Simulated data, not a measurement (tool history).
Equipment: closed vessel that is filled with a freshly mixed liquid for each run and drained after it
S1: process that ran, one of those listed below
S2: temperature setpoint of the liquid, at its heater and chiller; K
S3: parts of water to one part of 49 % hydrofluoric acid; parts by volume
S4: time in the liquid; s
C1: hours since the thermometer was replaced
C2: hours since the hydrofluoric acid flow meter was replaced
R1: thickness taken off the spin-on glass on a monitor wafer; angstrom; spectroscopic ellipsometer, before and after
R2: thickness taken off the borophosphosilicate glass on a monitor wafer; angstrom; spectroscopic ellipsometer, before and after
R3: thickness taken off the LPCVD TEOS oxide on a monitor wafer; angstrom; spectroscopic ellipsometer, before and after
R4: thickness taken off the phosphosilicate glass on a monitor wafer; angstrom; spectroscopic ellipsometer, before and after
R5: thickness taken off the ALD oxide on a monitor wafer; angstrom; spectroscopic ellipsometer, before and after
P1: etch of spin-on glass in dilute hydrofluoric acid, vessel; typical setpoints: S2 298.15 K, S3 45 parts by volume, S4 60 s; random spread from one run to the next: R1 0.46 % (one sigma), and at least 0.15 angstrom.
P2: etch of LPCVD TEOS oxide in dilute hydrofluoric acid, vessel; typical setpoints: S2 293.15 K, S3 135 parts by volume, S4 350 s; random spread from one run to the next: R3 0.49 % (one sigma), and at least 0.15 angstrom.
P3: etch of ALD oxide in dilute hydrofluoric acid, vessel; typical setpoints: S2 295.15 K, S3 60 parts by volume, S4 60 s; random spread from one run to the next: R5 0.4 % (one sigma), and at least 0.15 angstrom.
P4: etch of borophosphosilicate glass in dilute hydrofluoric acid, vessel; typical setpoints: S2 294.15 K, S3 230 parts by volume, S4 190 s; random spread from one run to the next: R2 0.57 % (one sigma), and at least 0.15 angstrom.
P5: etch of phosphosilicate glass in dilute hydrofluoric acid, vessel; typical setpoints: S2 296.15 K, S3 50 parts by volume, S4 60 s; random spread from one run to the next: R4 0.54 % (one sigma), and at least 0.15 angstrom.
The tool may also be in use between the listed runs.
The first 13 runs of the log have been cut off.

run 14 hour=181.1 | S1=P1 S2=298.15 S3=45 S4=60 | C1=1956.8 C2=1343.4 | R1=764.50
run 15 hour=191.0 | S1=P4 S2=300.15 S3=230 S4=190 | C1=1966.7 C2=1353.3 | R2=460.89
run 16 hour=201.5 | S1=P2 S2=293.15 S3=135 S4=30 | C1=1977.2 C2=1363.8 | R3=51.244
run 17 hour=212.7 | S1=P1 S2=294.65 S3=45 S4=60 | C1=1988.4 C2=1375.0 | R1=657.53
run 18 hour=229.8 | S1=P1 S2=298.15 S3=45 S4=30 | C1=2005.5 C2=1392.1 | R1=382.60
run 19 hour=238.7 | S1=P1 S2=304.15 S3=45 S4=30 | C1=2014.4 C2=1401.0 | R1=484.21
run 20 hour=254.6 | S1=P3 S2=300.65 S3=60 S4=60 | C1=2030.3 C2=1416.9 | R5=162.940
run 21 hour=271.3 | S1=P2 S2=293.15 S3=85 S4=350 | C1=2047.0 C2=1433.6 | R3=998.620
run 22 hour=284.1 | S1=P5 S2=296.15 S3=50 S4=90 | C1=2059.8 C2=1446.4 | R4=1118.40
run 23 hour=297.1 | S1=P1 S2=298.15 S3=45 S4=60 | C1=2072.8 C2=1459.4 | R1=760.06
run 24 hour=311.1 | S1=P3 S2=295.15 S3=20 S4=60 | C1=2086.8 C2=1473.4 | R5=411.170
run 25 hour=324.3 | S1=P4 S2=294.15 S3=405 S4=190 | C1=2100.0 C2=1486.6 | R2=180.31
run 26 hour=342.4 | S1=P1 S2=298.15 S3=45 S4=60 | C1=2118.1 C2=1504.7 | R1=761.89
run 27 hour=356.3 | S1=P3 S2=295.15 S3=60 S4=60 | C1=2132.0 C2=1518.6 | R5=130.710
run 28 hour=364.5 | S1=P4 S2=294.15 S3=230 S4=190 | C1=2140.2 C2=1526.8 | R2=369.23
run 29 hour=376.4 | S1=P1 S2=298.15 S3=45 S4=60 | C1=2152.1 C2=1538.7 | R1=761.80
run 30 hour=394.2 | S1=P5 S2=296.15 S3=20 S4=60 | C1=2169.9 C2=1556.5 | R4=1915.50
run 31 hour=402.4 | S1=P2 S2=293.15 S3=135 S4=350 | C1=2178.1 C2=1564.7 | R3=599.990
run 32 hour=416.7 | S1=P1 S2=298.15 S3=45 S4=110 | C1=2192.4 C2=1579.0 | R1=1389.80
run 33 hour=427.9 | S1=P1 S2=298.15 S3=45 S4=60 | C1=2203.6 C2=1590.2 | R1=761.40
run 34 hour=445.5 | S1=P1 S2=298.15 S3=45 S4=60 | C1=2221.2 C2=1607.8 | R1=792.40
run 35 hour=460.6 | S1=P1 S2=298.15 S3=45 S4=60 | C1=2236.3 C2=1622.9 | R1=804.71
run 36 hour=474.2 | S1=P1 S2=298.15 S3=45 S4=60 | C1=2249.9 C2=1636.5 | R1=813.94

Run 37 has not been measured yet. What should we expect?
run 37 hour=491.7 | S1=P1 S2=298.15 S3=45 S4=60 | C1=2267.4 C2=1654.0 | R1=?

R1: 817.78 angstrom

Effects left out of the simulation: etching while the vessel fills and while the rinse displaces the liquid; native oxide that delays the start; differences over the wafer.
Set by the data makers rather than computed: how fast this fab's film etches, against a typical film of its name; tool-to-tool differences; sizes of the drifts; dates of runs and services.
